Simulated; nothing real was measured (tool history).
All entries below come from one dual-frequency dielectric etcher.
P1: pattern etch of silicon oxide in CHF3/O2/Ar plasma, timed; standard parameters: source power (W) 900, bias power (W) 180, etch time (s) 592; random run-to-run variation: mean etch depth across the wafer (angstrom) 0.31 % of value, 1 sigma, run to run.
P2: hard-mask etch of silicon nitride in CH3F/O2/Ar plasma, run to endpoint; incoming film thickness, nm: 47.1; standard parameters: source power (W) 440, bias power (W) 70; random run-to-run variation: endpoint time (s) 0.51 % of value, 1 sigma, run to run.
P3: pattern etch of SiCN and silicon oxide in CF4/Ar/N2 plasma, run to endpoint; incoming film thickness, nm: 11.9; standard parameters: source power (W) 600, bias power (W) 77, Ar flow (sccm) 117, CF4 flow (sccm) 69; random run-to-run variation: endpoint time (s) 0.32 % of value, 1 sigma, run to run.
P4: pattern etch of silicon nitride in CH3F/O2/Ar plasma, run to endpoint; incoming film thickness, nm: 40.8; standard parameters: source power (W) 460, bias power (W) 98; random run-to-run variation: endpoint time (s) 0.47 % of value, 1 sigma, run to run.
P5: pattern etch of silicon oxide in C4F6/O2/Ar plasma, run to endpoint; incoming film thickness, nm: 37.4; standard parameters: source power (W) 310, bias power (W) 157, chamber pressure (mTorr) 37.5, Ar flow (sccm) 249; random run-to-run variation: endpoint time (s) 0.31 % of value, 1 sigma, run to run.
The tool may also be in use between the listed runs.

run	hour	process that ran	source power (W)	bias power (W)	etch time (s)	Ar flow (sccm)	CF4 flow (sccm)	chamber pressure (mTorr)	hours since the last wet clean	hours since the last source power generator calibration	hours since the last bias power generator calibration	mean etch depth across the wafer (angstrom)	endpoint time (s)
1	4.4	P1	900	180	592				60.4	1539.3	966.8	13830	
2	11.5	P3	600	46		117	69		67.5	1546.4	973.9		12.351
3	18.2	P5	310	106		249		37.5	74.2	1553.1	980.6		15.185
4	25.9	P1	760	248	592				81.9	1560.8	988.3	14588	
5	32.6	P3	600	77		81	69		88.6	1567.5	995		9.9164
6	36.5	P3	600	77		117	98		92.5	1571.4	998.9		9.8488
7	40.7	P2	440	70					96.7	1575.6	1003.1		66.518
8	47.8	P2	440	70					103.8	1582.7	1010.2		66.447
9	55.5	P1	700	180	592				111.5	1590.4	1017.9	12538	
10	59.8	P4	460	98					115.8	1594.7	1022.2		50.195
11	65.1	P1	900	180	592				121.1	1600	1027.5	13829	
12	71.7	P5	310	157		249		37.5	127.7	1606.6	1034.1		13.505
13	75.4	P5	390	157		249		37.5	131.4	1610.3	1037.8		12.432
14	81.6	P4	280	98					137.6	1616.5	1044		60.525
15	87.5	P1	900	180	592				143.5	1622.4	1049.9	13923	
16	91.3	P1	900	118	592				147.3	1626.2	1053.7	12117	
17	99.7	P4	460	98					155.7	1634.6	1062.1		50.181
18	104.6	P4	460	127					160.6	1639.5	1067		45.218
19	112.2	P1	900	180	874				168.2	1647.1	1074.6	20417	
20	120.1	P1	900	180	592				176.1	1655	1082.5	13885	
21	125.8	P3	600	77		117	69		181.8	1660.7	1088.2		10.395
22	131.5	P2	440	46					187.5	1666.4	1093.9		76.23
23	139.8	P1	900	180	387				195.8	1674.7	1102.2	9054.4	
24	145.2	P3	840	77		117	69		201.2	1680.1	1107.6		7.7396
25	153.5	P5	310	157		153		37.5	209.5	1688.4	1115.9		12.898
26	160.8	P1	1120	180	727.5				216.8	1695.7	1123.2	18551	
27	168.3	P1	900	180	592				224.3	1703.2	1130.7	13874	
28	175.2	P5	310	157		249		37.5	231.2	1710.1	1137.6		13.524
29	181.9	P1	900	180	592				237.9	1716.8	1144.3	13823	
30	185.9	P2	280	70					241.9	1720.8	1148.3		78.463
31	194.2	P5	310	157		249		49	250.2	1729.1	1156.6		14.052
32	202.1	P1	900	252	592				258.1	1737	1164.5	15419	
33	205.9	P1	1090	180	592				261.9	1740.8	1168.3	14870	
34	212.5	P1	900	180	592				268.5	1747.4	1174.9	13829	

Expected results for the next run?
35	216.8	P1	900	180	592				272.8	1751.7	1179.2	?	

{"run 35": {"mean etch depth across the wafer (angstrom)": 13980}}

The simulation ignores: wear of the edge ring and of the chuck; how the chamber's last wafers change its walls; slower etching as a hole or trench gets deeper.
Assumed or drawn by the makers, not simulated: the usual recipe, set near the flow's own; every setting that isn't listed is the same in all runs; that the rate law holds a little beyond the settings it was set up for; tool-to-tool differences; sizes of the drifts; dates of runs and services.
